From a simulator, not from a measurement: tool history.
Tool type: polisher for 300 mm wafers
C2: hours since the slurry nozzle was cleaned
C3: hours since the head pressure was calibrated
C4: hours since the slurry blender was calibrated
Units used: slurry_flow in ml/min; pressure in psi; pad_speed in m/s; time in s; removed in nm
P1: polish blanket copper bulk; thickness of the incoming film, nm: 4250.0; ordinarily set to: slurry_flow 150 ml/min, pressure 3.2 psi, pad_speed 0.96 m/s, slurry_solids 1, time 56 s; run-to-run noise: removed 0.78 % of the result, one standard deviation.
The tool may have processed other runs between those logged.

{"run": 1, "day": 0.688, "slurry_flow": 150, "pressure": 3.2, "pad_speed": 0.96, "slurry_solids": 1, "time": 56, "wafers polished on this pad": 870, "C2": 67.7, "C3": 79.2, "C4": 289, "removed": 478.79}
{"run": 2, "day": 1.3, "slurry_flow": 150, "pressure": 3.2, "pad_speed": 0.58, "slurry_solids": 1, "time": 56, "wafers polished on this pad": 1051, "C2": 82.4, "C3": 93.9, "C4": 303.7, "removed": 287.95}
{"run": 3, "day": 2.008, "slurry_flow": 150, "pressure": 3.2, "pad_speed": 0.96, "slurry_solids": 1, "time": 56, "wafers polished on this pad": 1261, "C2": 99.4, "C3": 110.9, "C4": 320.7, "removed": 477.26}
{"run": 4, "day": 2.65, "slurry_flow": 150, "pressure": 3.2, "pad_speed": 0.96, "slurry_solids": 1, "time": 56, "wafers polished on this pad": 1451, "C2": 114.8, "C3": 126.3, "C4": 336.1, "removed": 473.57}
{"run": 5, "day": 3.179, "slurry_flow": 150, "pressure": 5, "pad_speed": 0.96, "slurry_solids": 1, "time": 56, "wafers polished on this pad": 1608, "C2": 127.5, "C3": 139, "C4": 348.8, "removed": 745.38}
{"run": 6, "day": 3.908, "slurry_flow": 150, "pressure": 2.1, "pad_speed": 0.96, "slurry_solids": 1, "time": 56, "wafers polished on this pad": 1824, "C2": 145, "C3": 156.5, "C4": 366.3, "removed": 314.1}
{"run": 7, "day": 4.533, "slurry_flow": 150, "pressure": 3.2, "pad_speed": 0.96, "slurry_solids": 1.4, "time": 56, "wafers polished on this pad": 2009, "C2": 160, "C3": 171.5, "C4": 381.3, "removed": 507}
{"run": 8, "day": 4.908, "slurry_flow": 150, "pressure": 2.4, "pad_speed": 0.96, "slurry_solids": 0.55, "time": 56, "wafers polished on this pad": 2120, "C2": 169, "C3": 180.5, "C4": 390.3, "removed": 319.1}
{"run": 9, "day": 5.388, "slurry_flow": 150, "pressure": 3.2, "pad_speed": 0.96, "slurry_solids": 0.7, "time": 56, "wafers polished on this pad": 2263, "C2": 180.5, "C3": 192, "C4": 401.8, "removed": 442.67}
{"run": 10, "day": 5.804, "slurry_flow": 110, "pressure": 1.9, "pad_speed": 0.96, "slurry_solids": 1, "time": 56, "wafers polished on this pad": 2386, "C2": 190.5, "C3": 202, "C4": 411.8, "removed": 269.24}
{"run": 11, "day": 6.554, "slurry_flow": 150, "pressure": 3.2, "pad_speed": 0.96, "slurry_solids": 1, "time": 29, "wafers polished on this pad": 2608, "C2": 208.5, "C3": 220, "C4": 429.8, "removed": 250.69}
{"run": 12, "day": 6.946, "slurry_flow": 220, "pressure": 3.2, "pad_speed": 0.96, "slurry_solids": 1, "time": 56, "wafers polished on this pad": 2724, "C2": 217.9, "C3": 229.4, "C4": 439.2, "removed": 503.37}

Expected results for the next run?
{"run": 13, "day": 7.533, "slurry_flow": 90, "pressure": 3.2, "pad_speed": 0.96, "slurry_solids": 1, "time": 56, "wafers polished on this pad": 2898, "C2": 232, "C3": 243.5, "C4": 453.3, "removed": "?"}

Run 13 measured removed 424.48 nm.

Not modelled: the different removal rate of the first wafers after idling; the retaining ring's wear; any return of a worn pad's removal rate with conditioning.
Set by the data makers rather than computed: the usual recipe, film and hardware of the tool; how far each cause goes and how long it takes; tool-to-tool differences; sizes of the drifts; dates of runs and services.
